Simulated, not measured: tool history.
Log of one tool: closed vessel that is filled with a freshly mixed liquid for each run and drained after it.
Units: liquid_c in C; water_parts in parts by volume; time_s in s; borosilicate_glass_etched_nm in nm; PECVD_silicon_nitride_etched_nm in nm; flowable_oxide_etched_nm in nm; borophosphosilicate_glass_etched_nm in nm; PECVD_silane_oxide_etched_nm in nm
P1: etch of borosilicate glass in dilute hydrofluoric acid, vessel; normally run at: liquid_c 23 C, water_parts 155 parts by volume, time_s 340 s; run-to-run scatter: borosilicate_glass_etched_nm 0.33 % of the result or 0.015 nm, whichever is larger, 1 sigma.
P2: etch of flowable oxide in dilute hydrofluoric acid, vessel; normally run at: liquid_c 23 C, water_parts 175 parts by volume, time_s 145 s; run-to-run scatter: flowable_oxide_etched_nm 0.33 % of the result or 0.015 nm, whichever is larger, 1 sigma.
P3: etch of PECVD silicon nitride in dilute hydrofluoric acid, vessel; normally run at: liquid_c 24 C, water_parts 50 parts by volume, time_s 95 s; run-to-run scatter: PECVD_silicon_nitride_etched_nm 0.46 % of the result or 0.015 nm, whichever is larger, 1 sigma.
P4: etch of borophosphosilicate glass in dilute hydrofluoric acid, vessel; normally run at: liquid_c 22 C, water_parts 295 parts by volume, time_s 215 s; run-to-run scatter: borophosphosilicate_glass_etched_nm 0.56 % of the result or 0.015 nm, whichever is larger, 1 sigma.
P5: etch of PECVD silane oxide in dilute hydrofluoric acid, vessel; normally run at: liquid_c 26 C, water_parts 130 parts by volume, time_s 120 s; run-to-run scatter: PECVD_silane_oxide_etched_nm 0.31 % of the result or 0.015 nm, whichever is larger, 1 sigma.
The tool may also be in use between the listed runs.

run   hour  process  liquid_c  water_parts  time_s  borosilicate_glass_etched_nm  PECVD_silicon_nitride_etched_nm  flowable_oxide_etched_nm  borophosphosilicate_glass_etched_nm  PECVD_silane_oxide_etched_nm
  1    7.8       P1        23          155     340                        50.567
  2   16.7       P1      18.5          155     475                        59.719
  3   26.5       P1        23          155     565                        84.179
  4   32.7       P1        23          275     340                        25.167
  5   37.8       P3        24           50      30                                                          1.474
  6   44.6       P2        23          175     145                                                                                   34.898
  7   49.6       P4        22          295     215                                                                                                                        20.468
  8   54.7       P3        24           30      95                                                          7.767
  9     61       P1        23          155     340                        50.644
 10   68.4       P2      18.5          175     145                                                                                   29.367
 11   74.6       P2        23          175      30                                                                                    7.251
 12   82.7       P5        26          130      60                                                                                                                                                      11.439
 13   87.3       P4        22          295     105                                                                                                                        9.8717
 14   92.5       P5        18          130     120                                                                                                                                                      16.732
 15   98.5       P5        26          240     120                                                                                                                                                      10.937
 16    106       P2        23           50     145                                                                                   142.21
 17  116.5       P3        29           50      95                                                         6.5355
 18    124       P4        18          295     215                                                                                                                        17.613
 19  133.5       P1        17          155     340                        40.024
 20  141.8       P1        23          155     340                        50.809
 21  147.1       P4        22          420     215                                                                                                                        12.787
 22  156.6       P1        23          155     340                        50.661
 23  161.8       P1        23          155      30                        4.4502
 24  171.1       P1        30          155     340                        65.512
 25  179.8       P5        26          130     120                                                                                                                                                      22.876
 26  189.2       P1      26.5           55     340                        184.23
 27  198.9       P5        26          130     120                                                                                                                                                      22.966
 28  207.1       P1        23           25     340                        366.86
 29  212.8       P3        24           50      95                                                         4.6831
 30  222.4       P1        23          155     340                        50.477
 31  231.4       P1        23          155     340                        52.286
 32  241.3       P1        23          155     340                        53.008
 33  250.3       P1        23          155     340                         52.95
 34  260.1       P1        23          155     340                        53.289
 35  265.2       P1        23          155     340                        53.473
 36  272.7       P1        23          155     340                         53.57
 37  282.3       P1        23          155     340                        54.169

What P1 gives has crept away from where it was. These 2 causes fit the log equally well, each at the size given:
A: liquid hotter than its thermometer reads (K) = 1.56
B: hydrofluoric acid flow above the setpoint (%) = 5.2
The creep began at about hour 222.4.

4 check runs are offered, one wafer each, their results left as question marks. Which one tells the causes apart?
check 1  291.9       P3        24           35      30                                                              ?
check 2  291.9       P2        23           95      70                                                                                        ?
check 3  291.9       P5      18.5          225     120                                                                                                                                                           ?
check 4  291.9       P4        18          415     215                                                                                                                             ?

What each check would give under each cause:
  check                               result    if A    if B
check 1      PECVD_silicon_nitride_etched_nm  2.3344  2.2068
check 2             flowable_oxide_etched_nm   36.24  36.033
check 3         PECVD_silane_oxide_etched_nm  9.5466  9.5578
check 4  borophosphosilicate_glass_etched_nm  11.944  12.092
How far apart the two closest causes lie, in the result that separates them most: check 1 5.62 %; check 2 0.57 %; check 3 0.12 %; check 4 1.23 %
Only check 1 tells the causes apart: in the others they would give nearly the same result.

Check 1 was then run and gave: PECVD_silicon_nitride_etched_nm 2.3323 nm. Which cause is it?

It is A: liquid hotter than its thermometer reads (K).
